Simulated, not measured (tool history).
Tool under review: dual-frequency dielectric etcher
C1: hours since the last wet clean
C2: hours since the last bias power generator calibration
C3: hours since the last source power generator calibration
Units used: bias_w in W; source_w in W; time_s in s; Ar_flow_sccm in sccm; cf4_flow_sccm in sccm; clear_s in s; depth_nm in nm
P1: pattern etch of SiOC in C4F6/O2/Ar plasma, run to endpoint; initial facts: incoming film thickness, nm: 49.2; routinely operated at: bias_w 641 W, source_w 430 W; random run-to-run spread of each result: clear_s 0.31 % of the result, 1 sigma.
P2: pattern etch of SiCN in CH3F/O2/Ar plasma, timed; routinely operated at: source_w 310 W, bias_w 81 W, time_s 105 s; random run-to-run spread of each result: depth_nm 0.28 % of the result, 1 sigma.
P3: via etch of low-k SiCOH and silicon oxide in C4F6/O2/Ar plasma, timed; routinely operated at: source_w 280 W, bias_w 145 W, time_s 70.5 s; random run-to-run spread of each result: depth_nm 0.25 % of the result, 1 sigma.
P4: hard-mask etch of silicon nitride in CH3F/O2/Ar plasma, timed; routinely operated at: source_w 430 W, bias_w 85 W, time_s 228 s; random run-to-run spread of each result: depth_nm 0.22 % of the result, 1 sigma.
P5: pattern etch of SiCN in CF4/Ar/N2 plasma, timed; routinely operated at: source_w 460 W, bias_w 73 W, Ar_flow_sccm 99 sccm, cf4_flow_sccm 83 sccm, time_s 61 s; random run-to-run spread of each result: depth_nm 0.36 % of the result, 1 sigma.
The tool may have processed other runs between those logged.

run 1 day=0.225 | process=P1 bias_w=641 source_w=430 | C1=154.8 C2=2138.6 C3=1324.3 | clear_s=15.07
run 2 day=0.629 | process=P1 bias_w=839 source_w=550 | C1=164.5 C2=2148.3 C3=1334 | clear_s=12.373
run 3 day=1.025 | process=P4 bias_w=85 source_w=330 time_s=228 | C1=174 C2=2157.8 C3=1343.5 | depth_nm=166.33
run 4 day=1.258 | process=P1 bias_w=641 source_w=430 | C1=179.6 C2=2163.4 C3=1349.1 | clear_s=15.071
run 5 day=1.671 | process=P5 bias_w=73 source_w=460 time_s=61 Ar_flow_sccm=99 cf4_flow_sccm=107 | C1=189.5 C2=2173.3 C3=1359 | depth_nm=58.294
run 6 day=1.958 | process=P3 bias_w=145 source_w=280 time_s=45.5 | C1=196.4 C2=2180.2 C3=1365.9 | depth_nm=92.37
run 7 day=2.358 | process=P2 bias_w=81 source_w=420 time_s=105 | C1=206 C2=2189.8 C3=1375.5 | depth_nm=42.464
run 8 day=2.617 | process=P4 bias_w=85 source_w=430 time_s=228 | C1=212.2 C2=2196 C3=1381.7 | depth_nm=184.11
run 9 day=2.888 | process=P3 bias_w=90 source_w=280 time_s=70.5 | C1=218.7 C2=2202.5 C3=1388.2 | depth_nm=124.17
run 10 day=3.117 | process=P4 bias_w=85 source_w=430 time_s=228 | C1=224.2 C2=2208 C3=1393.7 | depth_nm=183.28
run 11 day=3.479 | process=P1 bias_w=641 source_w=430 | C1=232.9 C2=2216.7 C3=1402.4 | clear_s=15.189
run 12 day=3.825 | process=P1 bias_w=641 source_w=430 | C1=241.2 C2=2225 C3=1410.7 | clear_s=15.047
run 13 day=4.079 | process=P2 bias_w=54 source_w=310 time_s=105 | C1=247.3 C2=2231.1 C3=1416.8 | depth_nm=32.584
run 14 day=4.567 | process=P4 bias_w=85 source_w=430 time_s=136 | C1=259 C2=2242.8 C3=1428.5 | depth_nm=109.89
run 15 day=4.804 | process=P2 bias_w=81 source_w=310 time_s=105 | C1=264.7 C2=2248.5 C3=1434.2 | depth_nm=37.972
run 16 day=5.254 | process=P5 bias_w=73 source_w=460 time_s=61 Ar_flow_sccm=99 cf4_flow_sccm=83 | C1=275.5 C2=2259.3 C3=1445 | depth_nm=55.942
run 17 day=5.642 | process=P1 bias_w=641 source_w=260 | C1=284.8 C2=2268.6 C3=1454.3 | clear_s=18.1
run 18 day=6.117 | process=P3 bias_w=145 source_w=280 time_s=70.5 | C1=296.2 C2=2280 C3=1465.7 | depth_nm=143.23
run 19 day=6.467 | process=P5 bias_w=73 source_w=330 time_s=61 Ar_flow_sccm=99 cf4_flow_sccm=83 | C1=304.6 C2=2288.4 C3=1474.1 | depth_nm=42.321
run 20 day=6.812 | process=P1 bias_w=641 source_w=430 | C1=312.9 C2=2296.7 C3=1482.4 | clear_s=15.013
run 21 day=7.15 | process=P1 bias_w=641 source_w=430 | C1=321 C2=2304.8 C3=1490.5 | clear_s=15.103
run 22 day=7.429 | process=P5 bias_w=54 source_w=460 time_s=61 Ar_flow_sccm=99 cf4_flow_sccm=83 | C1=327.7 C2=2311.5 C3=1497.2 | depth_nm=51.086
run 23 day=7.892 | process=P1 bias_w=641 source_w=590 | C1=338.8 C2=2322.6 C3=1508.3 | clear_s=13.467
run 24 day=8.321 | process=P2 bias_w=81 source_w=310 time_s=147 | C1=349.1 C2=2332.9 C3=1518.6 | depth_nm=52.931
run 25 day=8.604 | process=P1 bias_w=827 source_w=430 | C1=355.9 C2=2339.7 C3=1525.4 | clear_s=13.642
run 26 day=8.892 | process=P5 bias_w=73 source_w=460 time_s=85.5 Ar_flow_sccm=99 cf4_flow_sccm=83 | C1=362.8 C2=2346.6 C3=1532.3 | depth_nm=78.99
run 27 day=9.354 | process=P4 bias_w=110 source_w=430 time_s=228 | C1=373.9 C2=2357.7 C3=1543.4 | depth_nm=201.29
run 28 day=9.667 | process=P2 bias_w=81 source_w=310 time_s=105 | C1=381.4 C2=2365.2 C3=1550.9 | depth_nm=37.707
run 29 day=10.142 | process=P1 bias_w=418 source_w=430 | C1=392.8 C2=2376.6 C3=1562.3 | clear_s=17.615
run 30 day=10.642 | process=P3 bias_w=145 source_w=370 time_s=70.5 | C1=404.8 C2=2388.6 C3=1574.3 | depth_nm=160.52
run 31 day=11.071 | process=P5 bias_w=73 source_w=460 time_s=61 Ar_flow_sccm=117 cf4_flow_sccm=83 | C1=415.1 C2=2398.9 C3=1584.6 | depth_nm=54.964
run 32 day=11.412 | process=P1 bias_w=641 source_w=430 | C1=423.3 C2=2407.1 C3=1592.8 | clear_s=15.143
run 33 day=11.717 | process=P1 bias_w=641 source_w=430 | C1=430.6 C2=2414.4 C3=1600.1 | clear_s=15.073
run 34 day=11.996 | process=P1 bias_w=641 source_w=430 | C1=437.3 C2=2421.1 C3=1606.8 | clear_s=15.092
run 35 day=12.35 | process=P1 bias_w=641 source_w=430 | C1=445.8 C2=2429.6 C3=1615.3 | clear_s=15.156
run 36 day=12.642 | process=P1 bias_w=641 source_w=430 | C1=452.8 C2=2436.6 C3=1622.3 | clear_s=15.234
run 37 day=13.012 | process=P1 bias_w=641 source_w=430 | C1=461.7 C2=2445.5 C3=1631.2 | clear_s=15.272
run 38 day=13.408 | process=P1 bias_w=641 source_w=430 | C1=471.2 C2=2455 C3=1640.7 | clear_s=15.263
-- day=13.625 wet clean of the chamber
run 39 day=13.888 | process=P1 bias_w=641 source_w=430 | C1=6.3 C2=2466.5 C3=1652.2 | clear_s=15.26
run 40 day=14.396 | process=P1 bias_w=641 source_w=430 | C1=18.5 C2=2478.7 C3=1664.4 | clear_s=15.253

P1 has crept away from where it was. The log is fitted equally well by each of these 2 causes, at the sizes shown:
A: source power that arrives under what is set, % = 4.25
B: bias power that arrives under what is set, % = 4.05
Creep in the process output first set in at about day 11.717.
What rules out each remaining cause:
chamber walls in a state that lowers the etch rate, %: serviced at day 13.625, which brought nothing back

Below are 4 check runs, each averaged over 2 wafers, with their results shown as question marks. Which of them would give clearly different results depending on which cause is behind the drift?
run check 1 day=14.904 | process=P5 bias_w=73 source_w=460 time_s=61 Ar_flow_sccm=99 cf4_flow_sccm=83 | depth_nm=?
run check 2 day=14.904 | process=P2 bias_w=81 source_w=310 time_s=105 | depth_nm=?
run check 3 day=14.904 | process=P3 bias_w=145 source_w=280 time_s=70.5 | depth_nm=?
run check 4 day=14.904 | process=P4 bias_w=85 source_w=430 time_s=228 | depth_nm=?

If the cause were each of the candidates in turn, the checks would give the following:
check=check_1 result=depth_nm if_A=54.247 if_B=55.584
check=check_2 result=depth_nm if_A=37.185 if_B=37.22
check=check_3 result=depth_nm if_A=141.14 if_B=141.74
check=check_4 result=depth_nm if_A=180.58 if_B=180.9
Per check, the gap between the least separated pair of causes, taken in the result that splits them most: check 1 2.43 %; check 2 0.09 %; check 3 0.43 %; check 4 0.18 %
Check 1 distinguishes between the causes, while the remaining checks would return nearly the same result for all of them.

Check 1 has now been run. It gave: depth_nm 54.356 nm. Which of the candidate causes is it?

The correct cause is A, namely: source power that arrives under what is set, %.

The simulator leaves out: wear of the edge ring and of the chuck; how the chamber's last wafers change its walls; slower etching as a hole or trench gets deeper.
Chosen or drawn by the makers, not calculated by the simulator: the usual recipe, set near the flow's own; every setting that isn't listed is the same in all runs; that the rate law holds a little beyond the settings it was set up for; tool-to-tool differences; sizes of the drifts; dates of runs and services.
